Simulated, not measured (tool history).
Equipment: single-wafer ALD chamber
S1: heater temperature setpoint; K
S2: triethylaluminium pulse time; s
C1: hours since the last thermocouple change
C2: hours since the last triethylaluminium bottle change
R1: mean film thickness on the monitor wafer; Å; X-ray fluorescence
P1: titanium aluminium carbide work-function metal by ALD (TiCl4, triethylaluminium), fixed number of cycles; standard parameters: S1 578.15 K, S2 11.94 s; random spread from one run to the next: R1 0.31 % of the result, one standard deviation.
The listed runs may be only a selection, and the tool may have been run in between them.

{"run": 1, "hour": 5.3, "S1": 578.15, "S2": 11.94, "C1": 1272.9, "C2": 585.6, "R1": 20.642}
{"run": 2, "hour": 10.6, "S1": 578.15, "S2": 11.94, "C1": 1278.2, "C2": 590.9, "R1": 20.484}
{"run": 3, "hour": 14.8, "S1": 578.15, "S2": 11.94, "C1": 1282.4, "C2": 595.1, "R1": 20.531}
{"run": 4, "hour": 22.3, "S1": 578.15, "S2": 5.26, "C1": 1289.9, "C2": 602.6, "R1": 17.52}
{"run": 5, "hour": 27.4, "S1": 557.15, "S2": 11.94, "C1": 1295.0, "C2": 607.7, "R1": 18.761}
{"hour": 31.0, "done": "thermocouple changed; heater temperature recalibrated"}
{"run": 6, "hour": 35.4, "S1": 578.15, "S2": 11.94, "C1": 4.4, "C2": 615.7, "R1": 20.672}
{"run": 7, "hour": 41.8, "S1": 602.15, "S2": 11.94, "C1": 10.8, "C2": 622.1, "R1": 22.837}
{"run": 8, "hour": 48.4, "S1": 566.15, "S2": 18.69, "C1": 17.4, "C2": 628.7, "R1": 19.793}
{"run": 9, "hour": 54.0, "S1": 578.15, "S2": 16.26, "C1": 23.0, "C2": 634.3, "R1": 20.928}
{"run": 10, "hour": 61.1, "S1": 562.15, "S2": 18.02, "C1": 30.1, "C2": 641.4, "R1": 19.437}
{"run": 11, "hour": 67.3, "S1": 578.15, "S2": 11.94, "C1": 36.3, "C2": 647.6, "R1": 20.482}
{"run": 12, "hour": 71.7, "S1": 565.15, "S2": 7.04, "C1": 40.7, "C2": 652.0, "R1": 18.054}
{"run": 13, "hour": 78.9, "S1": 578.15, "S2": 11.94, "C1": 47.9, "C2": 659.2, "R1": 20.585}
{"run": 14, "hour": 85.6, "S1": 578.15, "S2": 11.94, "C1": 54.6, "C2": 665.9, "R1": 20.375}
{"run": 15, "hour": 89.8, "S1": 578.15, "S2": 11.94, "C1": 58.8, "C2": 670.1, "R1": 20.351}
{"run": 16, "hour": 94.2, "S1": 578.15, "S2": 11.94, "C1": 63.2, "C2": 674.5, "R1": 20.254}
{"run": 17, "hour": 100.4, "S1": 578.15, "S2": 11.94, "C1": 69.4, "C2": 680.7, "R1": 20.19}
{"run": 18, "hour": 104.9, "S1": 578.15, "S2": 11.94, "C1": 73.9, "C2": 685.2, "R1": 20.231}
{"run": 19, "hour": 112.5, "S1": 578.15, "S2": 11.94, "C1": 81.5, "C2": 692.8, "R1": 20.104}
{"run": 20, "hour": 120.8, "S1": 578.15, "S2": 11.94, "C1": 89.8, "C2": 701.1, "R1": 20.039}
{"run": 21, "hour": 128.5, "S1": 578.15, "S2": 11.94, "C1": 97.5, "C2": 708.8, "R1": 20.087}
{"run": 22, "hour": 134.0, "S1": 578.15, "S2": 11.94, "C1": 103.0, "C2": 714.3, "R1": 20.14}

P1 no longer gives what it gave before; its output has crept away from where it was. The following 2 causes, each at its listed size, fit the log equally well:
A: wafer temperature below the value expected at the setpoint (K) = 5.42
B: triethylaluminium dose below that of a fresh bottle (%) = 21.2
The onset of the drift is placed at about hour 78.9.

Below are 4 check runs, each on a single wafer, with their results shown as question marks. Which of them would tell the listed causes apart, meaning the causes would give clearly different results under it?
{"run": "check 1", "hour": 139.5, "S1": 565.15, "S2": 11.94, "R1": "?"}
{"run": "check 2", "hour": 139.5, "S1": 578.15, "S2": 6.46, "R1": "?"}
{"run": "check 3", "hour": 139.5, "S1": 567.15, "S2": 11.94, "R1": "?"}
{"run": "check 4", "hour": 139.5, "S1": 593.15, "S2": 11.94, "R1": "?"}

Predicted outcomes, by check and by cause:
check=check_1 result=R1 if_A=18.959 if_B=18.980
check=check_2 result=R1 if_A=18.220 if_B=17.291
check=check_3 result=R1 if_A=19.132 if_B=19.150
check=check_4 result=R1 if_A=21.408 if_B=21.383
Per check, the gap between the least separated pair of causes, taken in the result that splits them most: check 1 0.11 %; check 2 5.24 %; check 3 0.09 %; check 4 0.12 %
Only in check 2 would the causes give clearly different results; in the remaining checks their results would be nearly the same.

Check 2 has now been run. It gave: R1 17.340 Å. Which of the candidate causes is it?

Of the candidate causes, it is B: triethylaluminium dose below that of a fresh bottle (%).
